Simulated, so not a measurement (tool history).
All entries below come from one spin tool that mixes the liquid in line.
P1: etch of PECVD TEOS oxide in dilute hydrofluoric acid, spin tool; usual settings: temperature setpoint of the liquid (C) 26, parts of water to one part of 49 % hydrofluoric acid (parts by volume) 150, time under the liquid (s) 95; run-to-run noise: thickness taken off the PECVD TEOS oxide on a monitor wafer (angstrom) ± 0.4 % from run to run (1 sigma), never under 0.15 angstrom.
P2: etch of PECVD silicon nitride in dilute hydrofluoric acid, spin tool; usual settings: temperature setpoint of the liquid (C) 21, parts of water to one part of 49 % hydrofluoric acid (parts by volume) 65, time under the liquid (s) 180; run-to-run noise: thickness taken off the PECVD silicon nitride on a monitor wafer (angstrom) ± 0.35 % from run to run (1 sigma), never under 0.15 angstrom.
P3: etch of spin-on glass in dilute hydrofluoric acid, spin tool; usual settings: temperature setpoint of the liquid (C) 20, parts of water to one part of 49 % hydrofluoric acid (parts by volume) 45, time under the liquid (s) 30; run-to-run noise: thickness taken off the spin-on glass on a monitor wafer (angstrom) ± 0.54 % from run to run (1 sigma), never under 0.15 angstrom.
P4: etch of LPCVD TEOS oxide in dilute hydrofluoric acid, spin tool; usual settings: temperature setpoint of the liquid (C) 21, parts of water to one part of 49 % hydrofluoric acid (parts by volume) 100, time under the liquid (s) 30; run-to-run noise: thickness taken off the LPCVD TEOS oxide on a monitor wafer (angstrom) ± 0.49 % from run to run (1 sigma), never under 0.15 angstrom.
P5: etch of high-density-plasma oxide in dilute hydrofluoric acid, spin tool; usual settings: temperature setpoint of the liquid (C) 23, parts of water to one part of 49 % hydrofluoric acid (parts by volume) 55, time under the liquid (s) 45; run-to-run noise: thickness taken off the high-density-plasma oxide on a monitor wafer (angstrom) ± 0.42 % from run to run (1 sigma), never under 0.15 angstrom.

run,day,process that ran,temperature setpoint of the liquid (C),parts of water to one part of 49 % hydrofluoric acid (parts by volume),time under the liquid (s),hours since the thermometer was replaced,hours since the hydrofluoric acid flow meter was replaced,thickness taken off the PECVD TEOS oxide on a monitor wafer (angstrom),thickness taken off the LPCVD TEOS oxide on a monitor wafer (angstrom),thickness taken off the PECVD silicon nitride on a monitor wafer (angstrom),thickness taken off the spin-on glass on a monitor wafer (angstrom),thickness taken off the high-density-plasma oxide on a monitor wafer (angstrom)
1,0.446,P1,26,150,95,1403.6,962.2,145.59,,,,
2,0.817,P1,18.5,150,40,1412.5,971.1,45.527,,,,
3,1.217,P1,26,150,15,1422.1,980.7,22.453,,,,
4,1.571,P4,21,40,30,1430.6,989.2,,287.05,,,
5,1.833,P2,21,65,180,1436.9,995.5,,,56.554,,
6,2.129,P3,20,45,30,1444,1002.6,,,,227.3,
7,2.383,P5,23,55,45,1450.1,1008.7,,,,,68.439
8,2.871,P1,18,150,95,1461.8,1020.4,105.5,,,,
9,3.271,P1,26,150,160,1471.4,1030,244.53,,,,
10,3.596,P4,17,100,30,1479.2,1037.8,,91.519,,,
11,4.079,P1,26,150,95,1490.8,1049.4,145.12,,,,
12,4.417,P1,26,205,15,1498.9,1057.5,16.187,,,,
13,4.842,P1,26,150,95,1509.1,1067.7,146.11,,,,
14,5.108,P3,20,45,30,1515.5,1074.1,,,,227.83,
15,5.625,P3,26,45,30,1527.9,1086.5,,,,297.6,
16,5.892,P2,21,65,180,1534.3,1092.9,,,56.025,,
17,6.238,P4,21,100,15,1542.6,1101.2,,53.674,,,
18,6.479,P5,28.5,55,45,1548.4,1107,,,,,85.514
19,7,P5,23,55,45,1560.9,1119.5,,,,,68.76
20,7.333,P1,32,95,95,1568.9,1127.5,308.83,,,,
21,7.75,P1,26,150,95,1578.9,1137.5,146.06,,,,
22,7.992,P4,21,100,30,1584.7,1143.3,,108.27,,,
23,8.35,P2,17,65,180,1593.3,1151.9,,,42.931,,
24,8.854,P3,20,45,50,1605.4,1164,,,,380.8,
25,9.233,P3,20,20,30,1614.5,1173.1,,,,525.35,
26,9.729,P5,23,55,15,1626.4,1185,,,,,22.746
27,10.225,P5,23,95,45,1638.3,1196.9,,,,,37.697
28,10.488,P1,32,150,95,1644.6,1203.2,179.81,,,,
# day 10.917: hydrofluoric acid flow meter replaced
29,10.946,P1,26,150,95,1655.6,0.8,145.57,,,,
30,11.425,P4,21,100,30,1667.1,12.3,,108.02,,,
31,11.846,P2,21,115,180,1677.2,22.4,,,32.217,,
32,12.167,P1,26,90,95,1684.9,30.1,261.51,,,,
33,12.604,P2,21,65,45,1695.4,40.6,,,14.194,,
34,13.088,P1,26,220,95,1707,52.2,91.134,,,,
35,13.367,P1,26,150,95,1713.7,58.9,144.99,,,,
36,13.658,P1,26,150,95,1720.7,65.9,143.33,,,,
37,13.975,P1,26,150,95,1728.3,73.5,141.67,,,,
38,14.425,P1,26,150,95,1739.1,84.3,140.33,,,,
39,14.896,P1,26,150,95,1750.4,95.6,138.66,,,,
40,15.321,P1,26,150,95,1760.6,105.8,139.87,,,,
41,15.712,P1,26,150,95,1770,115.2,138.82,,,,
42,16.15,P1,26,150,95,1780.5,125.7,138.22,,,,
43,16.579,P1,26,150,95,1790.8,136,137.18,,,,
44,16.875,P1,26,150,95,1797.9,143.1,138.81,,,,

P1 has crept away from where it was. The log is fitted equally well by each of these 2 causes, at the sizes shown:
A: liquid colder than its thermometer reads (K) = 1.42
B: hydrofluoric acid flow below the setpoint (%) = 4.4
Creep in the process output first set in at about day 13.367.

Below are 4 check runs, each on a single wafer, with their results shown as question marks. Which of them would tell the listed causes apart, meaning the causes would give clearly different results under it?
check 1,17.171,P5,23,55,45,,,,,,,?
check 2,17.171,P3,20,45,30,,,,,,?,
check 3,17.171,P2,21,65,180,,,,,?,,
check 4,17.171,P4,21,100,30,,,,?,,,

Predicted outcomes, by check and by cause:
check,result,if A,if B
check 1,thickness taken off the high-density-plasma oxide on a monitor wafer (angstrom),64.618,65.319
check 2,thickness taken off the spin-on glass on a monitor wafer (angstrom),215.08,217.98
check 3,thickness taken off the PECVD silicon nitride on a monitor wafer (angstrom),51.081,53.909
check 4,thickness taken off the LPCVD TEOS oxide on a monitor wafer (angstrom),101.74,102.55
How far apart the two closest causes lie, in the result that separates them most: check 1 1.08 %; check 2 1.34 %; check 3 5.39 %; check 4 0.8 %
Check 3 is the one run that separates the causes; every other check would come out nearly the same whichever cause is at work.

After running check 3, the following was obtained: thickness taken off the PECVD silicon nitride on a monitor wafer (angstrom) 51.046. Which cause does this point to?

It is A: liquid colder than its thermometer reads (K).
